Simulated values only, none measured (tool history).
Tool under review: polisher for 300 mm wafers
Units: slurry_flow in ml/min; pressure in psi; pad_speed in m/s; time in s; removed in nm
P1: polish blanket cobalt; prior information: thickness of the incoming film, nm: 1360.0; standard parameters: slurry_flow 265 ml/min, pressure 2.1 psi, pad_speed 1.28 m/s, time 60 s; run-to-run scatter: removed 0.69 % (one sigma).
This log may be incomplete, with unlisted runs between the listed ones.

| run | day | slurry_flow | pressure | pad_speed | time | wafers polished on this pad | hours since the slurry nozzle was cleaned | hours since the head pressure was calibrated | removed |
|---|---|---|---|---|---|---|---|---|---|
| 1 | 0.433 | 265 | 2.1 | 1.28 | 60 | 569 | 89.8 | 504.8 | 347.03 |
| 2 | 0.833 | 415 | 3.2 | 1.28 | 60 | 695 | 99.4 | 514.4 | 546.37 |
| 3 | 1.154 | 160 | 2.1 | 1.28 | 60 | 796 | 107.1 | 522.1 | 326.43 |
| 4 | 1.475 | 365 | 2.1 | 1.28 | 60 | 897 | 114.8 | 529.8 | 357.46 |
|  | 1.65 | slurry nozzle cleaned |
| 5 | 1.871 | 265 | 2.1 | 0.68 | 82 | 1021 | 5.3 | 539.3 | 252.91 |
| 6 | 2.204 | 265 | 2.1 | 1.28 | 60 | 1126 | 13.3 | 547.3 | 347.1 |
| 7 | 2.75 | 265 | 2.1 | 1.28 | 43 | 1298 | 26.4 | 560.4 | 248.56 |
| 8 | 3.271 | 265 | 2.1 | 1.28 | 82 | 1461 | 38.9 | 572.9 | 468.39 |
| 9 | 3.771 | 265 | 2.1 | 1.28 | 60 | 1619 | 50.9 | 584.9 | 348.95 |
| 10 | 4.183 | 265 | 2.1 | 1.28 | 60 | 1748 | 60.8 | 594.8 | 351.26 |
| 11 | 4.542 | 265 | 1.1 | 1.28 | 60 | 1861 | 69.4 | 603.4 | 181.72 |
| 12 | 4.971 | 265 | 2.1 | 1.66 | 60 | 1996 | 79.7 | 613.7 | 451.9 |
| 13 | 5.396 | 265 | 2.1 | 1.28 | 60 | 2130 | 89.9 | 623.9 | 348.08 |
| 14 | 5.775 | 265 | 2.1 | 1.28 | 60 | 2249 | 99 | 633 | 351.13 |
| 15 | 6.15 | 265 | 2.1 | 0.72 | 60 | 2367 | 108 | 642 | 195.53 |

Predict the results of run 16:
| 16 | 6.633 | 265 | 3.2 | 1.28 | 60 | 2519 | 119.6 | 653.6 | ? |

removed: 531.95 nm
